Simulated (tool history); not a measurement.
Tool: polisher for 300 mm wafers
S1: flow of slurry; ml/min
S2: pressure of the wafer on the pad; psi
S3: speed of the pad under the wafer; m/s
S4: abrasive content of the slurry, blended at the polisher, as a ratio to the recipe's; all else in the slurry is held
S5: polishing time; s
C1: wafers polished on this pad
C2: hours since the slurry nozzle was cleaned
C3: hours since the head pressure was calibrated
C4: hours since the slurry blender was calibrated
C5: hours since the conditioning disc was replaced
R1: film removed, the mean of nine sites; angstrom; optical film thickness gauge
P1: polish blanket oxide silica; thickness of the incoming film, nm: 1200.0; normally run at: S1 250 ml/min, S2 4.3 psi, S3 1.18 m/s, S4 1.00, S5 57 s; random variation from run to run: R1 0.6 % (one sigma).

| run | hour | S1 | S2 | S3 | S4 | S5 | C1 | C2 | C3 | C4 | C5 | R1 |
|---|---|---|---|---|---|---|---|---|---|---|---|---|
| 1 | 4.8 | 250 | 4.3 | 1.18 | 1.00 | 57 | 573 | 258.7 | 475.5 | 351.3 | 318.2 | 2181.30 |
| 2 | 10.4 | 250 | 4.3 | 0.62 | 1.00 | 57 | 629 | 264.3 | 481.1 | 356.9 | 323.8 | 1321.30 |
| 3 | 15.1 | 250 | 4.3 | 1.18 | 1.00 | 57 | 676 | 269.0 | 485.8 | 361.6 | 328.5 | 2214.80 |
| 4 | 19.5 | 250 | 5.6 | 1.18 | 1.00 | 57 | 720 | 273.4 | 490.2 | 366.0 | 332.9 | 2846.40 |
| 5 | 25.8 | 250 | 4.3 | 1.18 | 1.00 | 90 | 784 | 279.7 | 496.5 | 372.3 | 339.2 | 3513.40 |
| 6 | 29.9 | 250 | 4.3 | 1.18 | 1.00 | 57 | 825 | 283.8 | 500.6 | 376.4 | 343.3 | 2217.90 |
| 7 | 36.5 | 250 | 4.3 | 1.18 | 1.00 | 57 | 892 | 290.4 | 507.2 | 383.0 | 349.9 | 2219.50 |
| 8 | 43.3 | 250 | 1.9 | 1.18 | 1.00 | 57 | 960 | 297.2 | 514.0 | 389.8 | 356.7 | 964.44 |
| 9 | 48.6 | 250 | 4.3 | 1.18 | 0.55 | 57 | 1013 | 302.5 | 519.3 | 395.1 | 362.0 | 1598.70 |
|  | 51.4 | head pressure recalibrated |
| 10 | 55.6 | 250 | 4.3 | 1.18 | 1.00 | 57 | 1084 | 309.5 | 4.2 | 402.1 | 369.0 | 2224.50 |
| 11 | 62.3 | 155 | 4.3 | 1.18 | 1.00 | 57 | 1151 | 316.2 | 10.9 | 408.8 | 375.7 | 2068.90 |
| 12 | 67.3 | 325 | 4.3 | 1.18 | 0.75 | 57 | 1202 | 321.2 | 15.9 | 413.8 | 380.7 | 1940.50 |
| 13 | 71.1 | 250 | 4.3 | 1.18 | 1.00 | 57 | 1240 | 325.0 | 19.7 | 417.6 | 384.5 | 2223.20 |
|  | 71.3 | slurry blender recalibrated |
| 14 | 75.3 | 250 | 4.3 | 1.18 | 1.50 | 57 | 1282 | 329.2 | 23.9 | 4.1 | 388.7 | 2586.60 |
| 15 | 79.0 | 250 | 4.3 | 1.18 | 1.00 | 26 | 1319 | 332.9 | 27.6 | 7.8 | 392.4 | 998.53 |
| 16 | 83.8 | 370 | 4.3 | 1.18 | 1.00 | 57 | 1368 | 337.7 | 32.4 | 12.6 | 397.2 | 2299.60 |
| 17 | 90.8 | 250 | 4.3 | 1.70 | 1.00 | 57 | 1438 | 344.7 | 39.4 | 19.6 | 404.2 | 2948.00 |
| 18 | 95.9 | 250 | 4.3 | 1.18 | 1.00 | 57 | 1489 | 349.8 | 44.5 | 24.7 | 409.3 | 2200.60 |
| 19 | 99.4 | 250 | 4.3 | 1.18 | 1.00 | 57 | 1525 | 353.3 | 48.0 | 28.2 | 412.8 | 2136.00 |
| 20 | 106.2 | 250 | 4.3 | 1.18 | 1.00 | 57 | 1593 | 360.1 | 54.8 | 35.0 | 419.6 | 2051.90 |
| 21 | 111.3 | 250 | 4.3 | 1.18 | 1.00 | 57 | 1644 | 365.2 | 59.9 | 40.1 | 424.7 | 2037.80 |
| 22 | 117.1 | 250 | 4.3 | 1.18 | 1.00 | 57 | 1703 | 371.0 | 65.7 | 45.9 | 430.5 | 2035.80 |
|  | 118.8 | conditioning disc replaced and pad reconditioned |
| 23 | 121.2 | 250 | 4.3 | 1.18 | 1.00 | 57 | 1744 | 375.1 | 69.8 | 50.0 | 2.5 | 2005.00 |
|  | 125.1 | head pressure recalibrated |
| 24 | 126.9 | 250 | 4.3 | 1.18 | 1.00 | 57 | 1801 | 380.8 | 1.8 | 55.7 | 8.2 | 1962.10 |
|  | 131.0 | slurry nozzle cleaned |
| 25 | 133.3 | 250 | 4.3 | 1.18 | 1.00 | 57 | 1866 | 2.4 | 8.2 | 62.1 | 14.6 | 1973.40 |
| 26 | 139.0 | 250 | 4.3 | 1.18 | 1.00 | 57 | 1923 | 8.1 | 13.9 | 67.8 | 20.3 | 1991.70 |
| 27 | 143.1 | 250 | 4.3 | 1.18 | 1.00 | 57 | 1964 | 12.2 | 18.0 | 71.9 | 24.4 | 1990.40 |

What P1 gives has crept away from where it was. These 2 causes fit the log equally well, each at the size given:
A: abrasive missing from the slurry, % = 20.6
B: removal rate lost through wear of the pad, % = 10.5
The creep began at about hour 95.9.
Why every other cause is out:
slurry flow missing at the pad, %: serviced at hour 131.0, which brought nothing back
head's pressure below its setpoint, %: serviced at hour 125.1, which brought nothing back
time polished since the conditioner stopped cutting, s: serviced at hour 118.8, which brought nothing back

4 check runs are offered, each on 2 wafers whose results are averaged, their results left as question marks. Which one tells the causes apart?
| check 1 | 147.2 | 250 | 4.3 | 0.64 | 1.00 | 85 |  |  |  |  |  | ? |
| check 2 | 147.2 | 250 | 4.3 | 1.18 | 0.55 | 57 |  |  |  |  |  | ? |
| check 3 | 147.2 | 335 | 4.3 | 1.18 | 1.00 | 57 |  |  |  |  |  | ? |
| check 4 | 147.2 | 250 | 4.3 | 0.70 | 1.00 | 57 |  |  |  |  |  | ? |

What each check would give under each cause:
| check | result | if A | if B |
|---|---|---|---|
| check 1 | R1 | 1805.50 | 1806.50 |
| check 2 | R1 | 1392.00 | 1440.50 |
| check 3 | R1 | 2029.80 | 2030.90 |
| check 4 | R1 | 1300.70 | 1301.40 |
How far apart the two closest causes lie, in the result that separates them most: check 1 0.05 %; check 2 3.43 %; check 3 0.05 %; check 4 0.05 %
Check 2 tells the causes apart: in the others they would give nearly the same result.

Then check 2 was run and gave: R1 1447.70 angstrom. Which cause is it?

It is B: removal rate lost through wear of the pad, %.

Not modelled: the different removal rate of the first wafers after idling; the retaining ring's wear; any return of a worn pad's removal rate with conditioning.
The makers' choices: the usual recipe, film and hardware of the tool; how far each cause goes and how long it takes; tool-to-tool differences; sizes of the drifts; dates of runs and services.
